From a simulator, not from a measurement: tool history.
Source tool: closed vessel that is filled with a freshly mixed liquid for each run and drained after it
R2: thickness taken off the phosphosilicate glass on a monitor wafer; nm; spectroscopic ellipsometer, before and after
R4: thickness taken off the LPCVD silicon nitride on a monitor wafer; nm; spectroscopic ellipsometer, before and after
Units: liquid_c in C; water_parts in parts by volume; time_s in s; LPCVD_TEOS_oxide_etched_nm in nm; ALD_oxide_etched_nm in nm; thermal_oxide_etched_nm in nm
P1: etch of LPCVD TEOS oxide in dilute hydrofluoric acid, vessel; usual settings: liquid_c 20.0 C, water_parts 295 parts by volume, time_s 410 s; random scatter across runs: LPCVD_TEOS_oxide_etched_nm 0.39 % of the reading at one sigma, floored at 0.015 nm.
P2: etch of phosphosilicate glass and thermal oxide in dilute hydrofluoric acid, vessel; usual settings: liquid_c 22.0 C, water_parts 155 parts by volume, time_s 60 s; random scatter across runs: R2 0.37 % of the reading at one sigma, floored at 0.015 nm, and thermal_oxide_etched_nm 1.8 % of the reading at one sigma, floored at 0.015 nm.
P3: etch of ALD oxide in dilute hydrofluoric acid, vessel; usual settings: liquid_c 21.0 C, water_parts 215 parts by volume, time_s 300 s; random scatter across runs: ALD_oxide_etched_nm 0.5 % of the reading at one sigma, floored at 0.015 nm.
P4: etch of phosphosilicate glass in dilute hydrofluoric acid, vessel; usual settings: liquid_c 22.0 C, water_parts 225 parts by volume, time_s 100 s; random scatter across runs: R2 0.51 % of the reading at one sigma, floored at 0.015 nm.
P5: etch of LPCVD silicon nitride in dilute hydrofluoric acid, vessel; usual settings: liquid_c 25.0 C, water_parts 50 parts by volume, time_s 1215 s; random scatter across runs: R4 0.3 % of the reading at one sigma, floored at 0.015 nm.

Run 1, hour 6.7: process P1, liquid_c 20.0 C, water_parts 295 parts by volume, time_s 410 s. Result: LPCVD_TEOS_oxide_etched_nm 16.7440 nm.
Run 2, hour 12.1: process P1, liquid_c 20.0 C, water_parts 295 parts by volume, time_s 655 s. Result: LPCVD_TEOS_oxide_etched_nm 26.5340 nm.
Run 3, hour 18.0: process P4, liquid_c 22.0 C, water_parts 225 parts by volume, time_s 50 s. Result: R2 27.625 nm.
Run 4, hour 26.7: process P4, liquid_c 27.0 C, water_parts 225 parts by volume, time_s 100 s. Result: R2 65.814 nm.
Run 5, hour 36.5: process P1, liquid_c 20.0 C, water_parts 295 parts by volume, time_s 175 s. Result: LPCVD_TEOS_oxide_etched_nm 7.0989 nm.
Run 6, hour 47.8: process P1, liquid_c 17.0 C, water_parts 295 parts by volume, time_s 410 s. Result: LPCVD_TEOS_oxide_etched_nm 14.8910 nm.
Run 7, hour 53.3: process P1, liquid_c 20.0 C, water_parts 110 parts by volume, time_s 595 s. Result: LPCVD_TEOS_oxide_etched_nm 77.9560 nm.
Run 8, hour 59.5: process P3, liquid_c 21.0 C, water_parts 380 parts by volume, time_s 300 s. Result: ALD_oxide_etched_nm 8.4294 nm.
Run 9, hour 68.0: process P5, liquid_c 25.0 C, water_parts 50 parts by volume, time_s 1215 s. Result: R4 11.5660 nm.
Run 10, hour 77.3: process P1, liquid_c 20.0 C, water_parts 460 parts by volume, time_s 410 s. Result: LPCVD_TEOS_oxide_etched_nm 9.2852 nm.
Run 11, hour 86.0: process P5, liquid_c 25.0 C, water_parts 50 parts by volume, time_s 235 s. Result: R4 2.2470 nm.
Run 12, hour 95.8: process P4, liquid_c 22.0 C, water_parts 370 parts by volume, time_s 100 s. Result: R2 29.184 nm.
Run 13, hour 101.9: process P4, liquid_c 22.0 C, water_parts 225 parts by volume, time_s 100 s. Result: R2 55.330 nm.
Run 14, hour 110.2: process P1, liquid_c 23.5 C, water_parts 295 parts by volume, time_s 410 s. Result: LPCVD_TEOS_oxide_etched_nm 18.9760 nm.
Run 15, hour 122.5: process P2, liquid_c 22.0 C, water_parts 155 parts by volume, time_s 115 s. Result: R2 103.090 nm, thermal_oxide_etched_nm 2.9469 nm.
Run 16, hour 130.0: process P3, liquid_c 21.0 C, water_parts 215 parts by volume, time_s 470 s. Result: ALD_oxide_etched_nm 27.2870 nm.
Run 17, hour 142.5: process P1, liquid_c 20.0 C, water_parts 295 parts by volume, time_s 410 s. Result: LPCVD_TEOS_oxide_etched_nm 16.7360 nm.
Run 18, hour 154.8: process P5, liquid_c 17.0 C, water_parts 50 parts by volume, time_s 1215 s. Result: R4 6.6562 nm.
Run 19, hour 161.9: process P1, liquid_c 20.0 C, water_parts 295 parts by volume, time_s 410 s. Result: LPCVD_TEOS_oxide_etched_nm 16.8680 nm.
Run 20, hour 174.0: process P1, liquid_c 17.0 C, water_parts 65 parts by volume, time_s 410 s. Result: LPCVD_TEOS_oxide_etched_nm 84.4500 nm.
Run 21, hour 186.4: process P5, liquid_c 25.0 C, water_parts 50 parts by volume, time_s 1215 s. Result: R4 11.5160 nm.
Run 22, hour 195.4: process P3, liquid_c 21.0 C, water_parts 215 parts by volume, time_s 300 s. Result: ALD_oxide_etched_nm 17.2970 nm.
Run 23, hour 206.5: process P1, liquid_c 20.0 C, water_parts 295 parts by volume, time_s 410 s. Result: LPCVD_TEOS_oxide_etched_nm 16.6810 nm.
Run 24, hour 217.3: process P5, liquid_c 25.0 C, water_parts 90 parts by volume, time_s 1215 s. Result: R4 6.4886 nm.
Run 25, hour 224.1: process P1, liquid_c 20.0 C, water_parts 295 parts by volume, time_s 410 s. Result: LPCVD_TEOS_oxide_etched_nm 16.7990 nm.
Run 26, hour 235.0: process P2, liquid_c 30.0 C, water_parts 155 parts by volume, time_s 60 s. Result: R2 72.032 nm, thermal_oxide_etched_nm 2.1136 nm.
Run 27, hour 246.2: process P1, liquid_c 20.0 C, water_parts 100 parts by volume, time_s 410 s. Result: LPCVD_TEOS_oxide_etched_nm 60.1970 nm.
At hour 256.1: thermometer replaced.
Run 28, hour 258.5: process P2, liquid_c 22.0 C, water_parts 155 parts by volume, time_s 60 s. Result: R2 53.367 nm, thermal_oxide_etched_nm 1.5295 nm.
Run 29, hour 271.0: process P3, liquid_c 26.5 C, water_parts 215 parts by volume, time_s 300 s. Result: ALD_oxide_etched_nm 21.1310 nm.
Run 30, hour 276.4: process P2, liquid_c 22.0 C, water_parts 75 parts by volume, time_s 60 s. Result: R2 121.990 nm, thermal_oxide_etched_nm 3.6659 nm.
Run 31, hour 288.3: process P1, liquid_c 20.0 C, water_parts 295 parts by volume, time_s 410 s. Result: LPCVD_TEOS_oxide_etched_nm 16.7140 nm.
Run 32, hour 299.1: process P1, liquid_c 20.0 C, water_parts 295 parts by volume, time_s 410 s. Result: LPCVD_TEOS_oxide_etched_nm 16.7730 nm.
Run 33, hour 308.6: process P1, liquid_c 20.0 C, water_parts 295 parts by volume, time_s 410 s. Result: LPCVD_TEOS_oxide_etched_nm 17.2150 nm.
Run 34, hour 316.0: process P1, liquid_c 20.0 C, water_parts 295 parts by volume, time_s 410 s. Result: LPCVD_TEOS_oxide_etched_nm 17.3510 nm.
Run 35, hour 324.6: process P1, liquid_c 20.0 C, water_parts 295 parts by volume, time_s 410 s. Result: LPCVD_TEOS_oxide_etched_nm 17.5190 nm.
Run 36, hour 330.7: process P1, liquid_c 20.0 C, water_parts 295 parts by volume, time_s 410 s. Result: LPCVD_TEOS_oxide_etched_nm 17.7220 nm.
Run 37, hour 336.4: process P1, liquid_c 20.0 C, water_parts 295 parts by volume, time_s 410 s. Result: LPCVD_TEOS_oxide_etched_nm 17.6190 nm.
Run 38, hour 344.6: process P1, liquid_c 20.0 C, water_parts 295 parts by volume, time_s 410 s. Result: LPCVD_TEOS_oxide_etched_nm 17.7630 nm.
Run 39, hour 354.6: process P1, liquid_c 20.0 C, water_parts 295 parts by volume, time_s 410 s. Result: LPCVD_TEOS_oxide_etched_nm 17.7840 nm.
Run 40, hour 366.3: process P1, liquid_c 20.0 C, water_parts 295 parts by volume, time_s 410 s. Result: LPCVD_TEOS_oxide_etched_nm 17.9110 nm.
Run 41, hour 376.6: process P1, liquid_c 20.0 C, water_parts 295 parts by volume, time_s 410 s. Result: LPCVD_TEOS_oxide_etched_nm 17.8030 nm.
Run 42, hour 382.4: process P1, liquid_c 20.0 C, water_parts 295 parts by volume, time_s 410 s. Result: LPCVD_TEOS_oxide_etched_nm 17.8330 nm.

The log shows P1 creeping away from where it was. Any of the 2 causes listed here, at the size stated for it, fits the log just as well as the others:
A: hydrofluoric acid flow above the setpoint (%) = 5.27
B: liquid hotter than its thermometer reads (K) = 1.79
The creep began at about hour 299.1.

Below are 4 check runs, each on a single wafer, with their results shown as question marks. Which of them would tell the listed causes apart, meaning the causes would give clearly different results under it?
Run check 1, hour 388.2: process P5, liquid_c 25.0 C, water_parts 50 parts by volume, time_s 1215 s. Result: R4 ?.
Run check 2, hour 388.2: process P2, liquid_c 22.0 C, water_parts 155 parts by volume, time_s 60 s. Result: R2 ?, thermal_oxide_etched_nm ?.
Run check 3, hour 388.2: process P4, liquid_c 22.0 C, water_parts 225 parts by volume, time_s 100 s. Result: R2 ?.
Run check 4, hour 388.2: process P3, liquid_c 21.0 C, water_parts 215 parts by volume, time_s 300 s. Result: ALD_oxide_etched_nm ?.

If the cause were each of the candidates in turn, the checks would give the following:
  check                   result     if A     if B
check 1                       R4  12.1500  13.0150
check 2                       R2   57.054   57.579
check 2  thermal_oxide_etched_nm   1.6656   1.6809
check 3                       R2   58.912   59.104
check 4      ALD_oxide_etched_nm  18.4580  18.5520
Smallest distance between any two causes, each pair judged by its most separating result, in per cent: check 1 6.88 %; check 2 0.92 %; check 3 0.33 %; check 4 0.5 %
Check 1 distinguishes between the causes, while the remaining checks would return nearly the same result for all of them.

With check 1 done, the readings were: R4 12.1870 nm. Identify which of the listed causes applies.

Of the candidate causes, it is A: hydrofluoric acid flow above the setpoint (%).
